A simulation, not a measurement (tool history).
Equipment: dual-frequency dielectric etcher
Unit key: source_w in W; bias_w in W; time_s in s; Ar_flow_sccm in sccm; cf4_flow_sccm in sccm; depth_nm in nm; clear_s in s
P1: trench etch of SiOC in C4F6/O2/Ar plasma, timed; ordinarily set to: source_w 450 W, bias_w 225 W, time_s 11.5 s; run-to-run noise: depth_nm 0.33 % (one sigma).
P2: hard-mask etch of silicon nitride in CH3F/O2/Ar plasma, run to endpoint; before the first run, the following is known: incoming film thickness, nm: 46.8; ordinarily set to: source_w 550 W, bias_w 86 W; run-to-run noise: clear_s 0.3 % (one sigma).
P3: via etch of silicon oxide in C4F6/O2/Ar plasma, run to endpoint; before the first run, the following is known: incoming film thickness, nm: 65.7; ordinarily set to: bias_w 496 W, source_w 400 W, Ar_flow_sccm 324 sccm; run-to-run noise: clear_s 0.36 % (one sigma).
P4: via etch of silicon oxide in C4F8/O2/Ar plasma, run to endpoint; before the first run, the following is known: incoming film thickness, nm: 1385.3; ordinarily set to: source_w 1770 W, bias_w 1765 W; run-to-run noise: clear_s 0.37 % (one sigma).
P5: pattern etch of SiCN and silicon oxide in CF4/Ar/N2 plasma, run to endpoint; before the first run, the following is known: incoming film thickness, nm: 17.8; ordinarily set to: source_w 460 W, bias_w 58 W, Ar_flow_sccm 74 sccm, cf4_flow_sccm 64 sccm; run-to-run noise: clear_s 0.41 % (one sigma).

Run 1, hour 8.9: process P1, source_w 450 W, bias_w 225 W, time_s 11.5 s. Result: depth_nm 27.110 nm.
Run 2, hour 23.3: process P1, source_w 450 W, bias_w 225 W, time_s 11.5 s. Result: depth_nm 27.062 nm.
Run 3, hour 34.4: process P1, source_w 450 W, bias_w 225 W, time_s 11.5 s. Result: depth_nm 27.050 nm.
Run 4, hour 52.1: process P2, source_w 680 W, bias_w 86 W. Result: clear_s 52.533 s.
Run 5, hour 65.2: process P1, source_w 450 W, bias_w 225 W, time_s 11.5 s. Result: depth_nm 27.098 nm.
Run 6, hour 82.5: process P3, source_w 400 W, bias_w 630 W, Ar_flow_sccm 324 sccm. Result: clear_s 13.859 s.
Run 7, hour 92.9: process P3, source_w 400 W, bias_w 496 W, Ar_flow_sccm 324 sccm. Result: clear_s 15.083 s.
Run 8, hour 101.5: process P1, source_w 450 W, bias_w 225 W, time_s 8.0 s. Result: depth_nm 18.795 nm.
Run 9, hour 116.0: process P2, source_w 550 W, bias_w 70 W. Result: clear_s 61.145 s.
Run 10, hour 134.6: process P5, source_w 460 W, bias_w 58 W, Ar_flow_sccm 50 sccm, cf4_flow_sccm 64 sccm. Result: clear_s 20.706 s.
Run 11, hour 147.0: process P3, source_w 280 W, bias_w 496 W, Ar_flow_sccm 324 sccm. Result: clear_s 17.313 s.
Run 12, hour 163.1: process P1, source_w 450 W, bias_w 225 W, time_s 11.5 s. Result: depth_nm 27.094 nm.
Run 13, hour 175.3: process P1, source_w 450 W, bias_w 162 W, time_s 11.5 s. Result: depth_nm 24.373 nm.
Run 14, hour 190.3: process P5, source_w 460 W, bias_w 58 W, Ar_flow_sccm 74 sccm, cf4_flow_sccm 90 sccm. Result: clear_s 20.717 s.
Run 15, hour 209.1: process P5, source_w 280 W, bias_w 58 W, Ar_flow_sccm 74 sccm, cf4_flow_sccm 64 sccm. Result: clear_s 33.708 s.
Run 16, hour 220.6: process P3, source_w 400 W, bias_w 496 W, Ar_flow_sccm 194 sccm. Result: clear_s 14.310 s.
Run 17, hour 239.6: process P1, source_w 300 W, bias_w 308 W, time_s 11.5 s. Result: depth_nm 25.780 nm.
Run 18, hour 249.1: process P3, source_w 400 W, bias_w 496 W, Ar_flow_sccm 324 sccm. Result: clear_s 15.279 s.
Run 19, hour 258.2: process P5, source_w 460 W, bias_w 58 W, Ar_flow_sccm 74 sccm, cf4_flow_sccm 64 sccm. Result: clear_s 21.767 s.
Run 20, hour 272.0: process P1, source_w 450 W, bias_w 225 W, time_s 17.0 s. Result: depth_nm 39.922 nm.
Run 21, hour 285.1: process P1, source_w 450 W, bias_w 138 W, time_s 8.5 s. Result: depth_nm 17.177 nm.
Run 22, hour 304.1: process P1, source_w 300 W, bias_w 225 W, time_s 11.5 s. Result: depth_nm 23.101 nm.
Run 23, hour 314.1: process P4, source_w 2240 W, bias_w 1765 W. Result: clear_s 278.400 s.
Run 24, hour 332.3: process P2, source_w 550 W, bias_w 86 W. Result: clear_s 57.301 s.
Run 25, hour 349.1: process P4, source_w 1770 W, bias_w 1765 W. Result: clear_s 306.100 s.
Run 26, hour 360.9: process P1, source_w 450 W, bias_w 298 W, time_s 11.5 s. Result: depth_nm 29.909 nm.
Run 27, hour 370.1: process P1, source_w 600 W, bias_w 225 W, time_s 11.5 s. Result: depth_nm 30.320 nm.
Run 28, hour 380.8: process P4, source_w 1770 W, bias_w 2461 W. Result: clear_s 278.540 s.
Run 29, hour 398.1: process P5, source_w 460 W, bias_w 36 W, Ar_flow_sccm 74 sccm, cf4_flow_sccm 64 sccm. Result: clear_s 25.128 s.
Run 30, hour 411.2: process P1, source_w 450 W, bias_w 225 W, time_s 11.5 s. Result: depth_nm 27.062 nm.
Run 31, hour 427.8: process P1, source_w 450 W, bias_w 225 W, time_s 11.5 s. Result: depth_nm 26.816 nm.
Run 32, hour 441.7: process P1, source_w 450 W, bias_w 225 W, time_s 11.5 s. Result: depth_nm 26.688 nm.
At hour 444.7: wet clean of the chamber.
Run 33, hour 456.1: process P1, source_w 450 W, bias_w 225 W, time_s 11.5 s. Result: depth_nm 26.551 nm.
Run 34, hour 468.7: process P1, source_w 450 W, bias_w 225 W, time_s 11.5 s. Result: depth_nm 26.734 nm.
Run 35, hour 479.8: process P1, source_w 450 W, bias_w 225 W, time_s 11.5 s. Result: depth_nm 26.749 nm.
Run 36, hour 498.2: process P1, source_w 450 W, bias_w 225 W, time_s 11.5 s. Result: depth_nm 26.588 nm.

P1 no longer gives what it gave before; its output has crept away from where it was. The following 2 causes, each at its listed size, fit the log equally well:
A: bias power that arrives under what is set, % = 4.85
B: source power that arrives under what is set, % = 4.14
The onset of the drift is placed at about hour 411.2.
All other causes, with the reason each is excluded:
chamber walls in a state that lowers the etch rate, %: serviced at hour 444.7, which brought nothing back

4 check runs are offered, each on 2 wafers whose results are averaged, their results left as question marks. Which one tells the causes apart?
Run check 1, hour 516.6: process P4, source_w 1770 W, bias_w 1765 W. Result: clear_s ?.
Run check 2, hour 516.6: process P3, source_w 400 W, bias_w 496 W, Ar_flow_sccm 324 sccm. Result: clear_s ?.
Run check 3, hour 516.6: process P2, source_w 550 W, bias_w 86 W. Result: clear_s ?.
Run check 4, hour 516.6: process P5, source_w 460 W, bias_w 58 W, Ar_flow_sccm 74 sccm, cf4_flow_sccm 64 sccm. Result: clear_s ?.

Expected result of each check under each candidate cause:
  check   result     if A     if B
check 1  clear_s  310.940  311.900
check 2  clear_s   15.433   15.388
check 3  clear_s   58.125   58.053
check 4  clear_s   22.080   22.579
Minimum pairwise separation of causes per check, each pair taken at its best-separating result: check 1 0.31 %; check 2 0.29 %; check 3 0.12 %; check 4 2.24 %
Check 4 distinguishes between the causes, while the remaining checks would return nearly the same result for all of them.

Then check 4 was run and gave: clear_s 22.036 s. Which cause is it?

A is the cause: bias power that arrives under what is set, %.

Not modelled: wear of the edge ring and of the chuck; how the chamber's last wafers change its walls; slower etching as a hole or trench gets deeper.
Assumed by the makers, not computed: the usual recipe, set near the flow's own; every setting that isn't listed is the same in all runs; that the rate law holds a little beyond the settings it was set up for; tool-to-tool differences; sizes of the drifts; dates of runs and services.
